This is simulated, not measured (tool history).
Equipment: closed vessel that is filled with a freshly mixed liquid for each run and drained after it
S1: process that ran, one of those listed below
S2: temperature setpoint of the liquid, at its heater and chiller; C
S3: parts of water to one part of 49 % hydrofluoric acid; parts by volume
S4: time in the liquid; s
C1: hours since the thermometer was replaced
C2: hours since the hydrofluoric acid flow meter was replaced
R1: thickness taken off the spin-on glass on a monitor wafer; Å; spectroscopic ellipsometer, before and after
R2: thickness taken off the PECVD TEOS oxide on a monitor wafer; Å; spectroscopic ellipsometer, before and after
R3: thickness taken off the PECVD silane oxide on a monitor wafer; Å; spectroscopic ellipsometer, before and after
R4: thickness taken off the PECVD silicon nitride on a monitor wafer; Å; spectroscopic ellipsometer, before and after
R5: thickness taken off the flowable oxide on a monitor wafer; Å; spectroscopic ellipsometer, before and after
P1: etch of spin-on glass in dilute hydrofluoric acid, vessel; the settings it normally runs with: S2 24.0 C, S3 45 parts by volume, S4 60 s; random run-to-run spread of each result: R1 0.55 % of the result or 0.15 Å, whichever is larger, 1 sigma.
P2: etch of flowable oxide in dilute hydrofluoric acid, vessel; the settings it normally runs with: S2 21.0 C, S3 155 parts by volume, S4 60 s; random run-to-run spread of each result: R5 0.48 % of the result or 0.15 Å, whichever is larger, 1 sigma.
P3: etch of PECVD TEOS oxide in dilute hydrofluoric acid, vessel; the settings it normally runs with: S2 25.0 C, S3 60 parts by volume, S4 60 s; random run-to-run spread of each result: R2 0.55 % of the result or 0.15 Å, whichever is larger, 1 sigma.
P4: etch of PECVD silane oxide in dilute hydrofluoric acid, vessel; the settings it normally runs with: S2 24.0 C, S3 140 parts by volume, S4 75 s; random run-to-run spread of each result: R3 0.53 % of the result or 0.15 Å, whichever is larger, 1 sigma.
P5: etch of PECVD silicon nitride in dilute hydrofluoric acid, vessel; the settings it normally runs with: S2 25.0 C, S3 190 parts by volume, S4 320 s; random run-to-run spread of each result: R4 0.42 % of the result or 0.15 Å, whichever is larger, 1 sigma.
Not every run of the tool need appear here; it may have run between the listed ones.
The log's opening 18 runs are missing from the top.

run 19 hour=68.5 | S1=P5 S2=25.0 S3=190 S4=320 | C1=244.6 C2=1307.6 | R4=86.850
run 20 hour=72.8 | S1=P2 S2=21.0 S3=55 S4=60 | C1=248.9 C2=1311.9 | R5=544.730
run 21 hour=76.0 | S1=P3 S2=25.0 S3=95 S4=60 | C1=252.1 C2=1315.1 | R2=111.890
run 22 hour=78.9 | S1=P1 S2=24.0 S3=45 S4=110 | C1=255.0 C2=1318.0 | R1=793.93
run 23 hour=81.5 | S1=P4 S2=24.0 S3=30 S4=75 | C1=257.6 C2=1320.6 | R3=469.030
run 24 hour=85.0 | S1=P1 S2=24.0 S3=65 S4=60 | C1=261.1 C2=1324.1 | R1=290.67
run 25 hour=90.1 | S1=P1 S2=17.0 S3=45 S4=60 | C1=266.2 C2=1329.2 | R1=321.03
run 26 hour=93.9 | S1=P2 S2=17.0 S3=155 S4=60 | C1=270.0 C2=1333.0 | R5=147.450
run 27 hour=98.3 | S1=P1 S2=24.0 S3=45 S4=60 | C1=274.4 C2=1337.4 | R1=427.22
run 28 hour=101.3 | S1=P2 S2=21.0 S3=155 S4=60 | C1=277.4 C2=1340.4 | R5=172.400
run 29 hour=104.9 | S1=P1 S2=24.0 S3=45 S4=30 | C1=281.0 C2=1344.0 | R1=217.66
run 30 hour=109.9 | S1=P1 S2=24.0 S3=45 S4=60 | C1=286.0 C2=1349.0 | R1=438.73
run 31 hour=114.7 | S1=P2 S2=21.0 S3=155 S4=30 | C1=290.8 C2=1353.8 | R5=85.622
run 32 hour=119.8 | S1=P1 S2=24.0 S3=45 S4=60 | C1=295.9 C2=1358.9 | R1=431.21
run 33 hour=124.1 | S1=P1 S2=24.0 S3=45 S4=60 | C1=300.2 C2=1363.2 | R1=421.86
run 34 hour=126.7 | S1=P1 S2=24.0 S3=45 S4=60 | C1=302.8 C2=1365.8 | R1=413.95

Run 35 has not been measured yet. What should we expect?
run 35 hour=131.5 | S1=P1 S2=24.0 S3=45 S4=60 | C1=307.6 C2=1370.6 | R1=?

Run 35 gave R1 403.95 Å.
